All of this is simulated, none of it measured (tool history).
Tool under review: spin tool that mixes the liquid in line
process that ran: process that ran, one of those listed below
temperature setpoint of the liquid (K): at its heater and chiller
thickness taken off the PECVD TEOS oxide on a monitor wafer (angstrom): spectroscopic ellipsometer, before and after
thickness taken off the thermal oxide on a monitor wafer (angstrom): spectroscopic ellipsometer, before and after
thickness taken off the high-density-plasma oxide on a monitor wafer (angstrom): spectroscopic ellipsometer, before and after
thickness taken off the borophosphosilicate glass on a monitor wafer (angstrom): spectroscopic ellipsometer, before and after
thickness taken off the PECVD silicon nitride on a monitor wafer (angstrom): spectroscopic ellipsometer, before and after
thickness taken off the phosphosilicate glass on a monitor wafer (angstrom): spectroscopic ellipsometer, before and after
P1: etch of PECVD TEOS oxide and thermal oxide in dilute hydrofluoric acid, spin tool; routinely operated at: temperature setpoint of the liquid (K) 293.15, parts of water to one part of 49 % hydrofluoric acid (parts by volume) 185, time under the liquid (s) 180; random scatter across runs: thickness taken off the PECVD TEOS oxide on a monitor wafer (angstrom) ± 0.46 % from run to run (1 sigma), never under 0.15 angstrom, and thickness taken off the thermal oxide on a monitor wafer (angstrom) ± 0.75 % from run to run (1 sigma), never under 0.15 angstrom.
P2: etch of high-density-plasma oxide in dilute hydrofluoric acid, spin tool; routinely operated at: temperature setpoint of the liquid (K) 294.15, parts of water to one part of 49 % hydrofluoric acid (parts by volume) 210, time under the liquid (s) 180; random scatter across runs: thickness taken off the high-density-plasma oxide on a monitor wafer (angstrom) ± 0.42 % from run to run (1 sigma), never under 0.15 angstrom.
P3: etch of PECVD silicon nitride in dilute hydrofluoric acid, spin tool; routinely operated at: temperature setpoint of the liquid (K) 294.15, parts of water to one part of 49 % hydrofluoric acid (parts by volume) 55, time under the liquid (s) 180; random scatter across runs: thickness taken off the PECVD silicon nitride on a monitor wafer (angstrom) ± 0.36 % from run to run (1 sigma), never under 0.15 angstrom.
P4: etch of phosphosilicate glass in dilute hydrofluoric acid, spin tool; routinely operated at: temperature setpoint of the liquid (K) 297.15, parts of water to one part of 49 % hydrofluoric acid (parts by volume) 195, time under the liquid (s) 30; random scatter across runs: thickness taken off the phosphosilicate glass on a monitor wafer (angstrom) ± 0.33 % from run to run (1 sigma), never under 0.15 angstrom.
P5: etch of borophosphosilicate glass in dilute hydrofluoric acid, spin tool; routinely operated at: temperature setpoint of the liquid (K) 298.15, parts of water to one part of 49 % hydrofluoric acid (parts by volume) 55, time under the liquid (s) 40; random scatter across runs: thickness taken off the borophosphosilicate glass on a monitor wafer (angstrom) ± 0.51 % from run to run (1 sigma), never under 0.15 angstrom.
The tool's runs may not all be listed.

run	hour	process that ran	temperature setpoint of the liquid (K)	parts of water to one part of 49 % hydrofluoric acid (parts by volume)	time under the liquid (s)	thickness taken off the PECVD TEOS oxide on a monitor wafer (angstrom)	thickness taken off the thermal oxide on a monitor wafer (angstrom)	thickness taken off the high-density-plasma oxide on a monitor wafer (angstrom)	thickness taken off the borophosphosilicate glass on a monitor wafer (angstrom)	thickness taken off the PECVD silicon nitride on a monitor wafer (angstrom)	thickness taken off the phosphosilicate glass on a monitor wafer (angstrom)
1	5.4	P1	293.15	185	180	130.92	36.959				
2	11.3	P1	293.15	185	180	130.61	37.057				
3	14.7	P2	294.15	210	350			107.47			
4	20	P5	298.15	55	40				476.51		
5	25.3	P3	290.15	55	180					42.648	
6	29.8	P1	297.65	185	100	87.352	24.328				
7	34	P1	293.15	185	180	131.46	37.479				
8	38.2	P3	294.15	55	275					86.523	
9	44.3	P4	290.65	195	30						63.054
10	48.5	P1	293.15	185	65	47.583	13.363				
11	52.4	P1	293.15	125	345	392.14	110.82				
12	57.4	P3	294.15	95	180					33.175	
13	61.6	P1	293.15	280	180	79.111	22.57				
14	65.8	P4	297.15	195	30						80.738
15	70.4	P1	293.15	85	180	317.32	89.097				
16	75.6	P5	305.15	55	40				638.24		
17	79.1	P1	293.15	185	180	129.83	36.488				
18	83.2	P2	302.15	210	180			73.764			
19	89.3	P1	290.15	185	180	115.91	33.234				
20	93.2	P1	293.15	185	345	251.89	71.037				
21	98.8	P3	294.15	55	180					56.332	
22	102.7	P5	298.15	55	80				951.53		
23	106.6	P1	299.65	185	180	167.75	47.415				
24	110.4	P2	294.15	35	180			399.25			
# hour 113.5: hydrofluoric acid flow meter replaced
25	114.2	P5	298.15	25	40				1088.4		
26	120.4	P4	297.15	360	30						37.375
27	127	P2	294.15	210	180			55.292			
28	132.2	P2	294.15	210	180			55.509			
29	135.6	P4	297.15	195	30						80.557
30	139	P4	297.15	195	60						161.59
31	142.8	P1	293.15	185	180	129.91	37.292				
32	147.7	P1	293.15	185	180	135.42	38.177				
33	153.1	P1	293.15	185	180	136.93	38.863				
34	157.2	P1	293.15	185	180	138.73	39.459				
35	162.8	P1	293.15	185	180	140.32	39.613				

What will run 36 give?
36	168.4	P1	293.15	185	180	?	?				

Run 36 came out at thickness taken off the PECVD TEOS oxide on a monitor wafer (angstrom) 142.85, thickness taken off the thermal oxide on a monitor wafer (angstrom) 39.863.
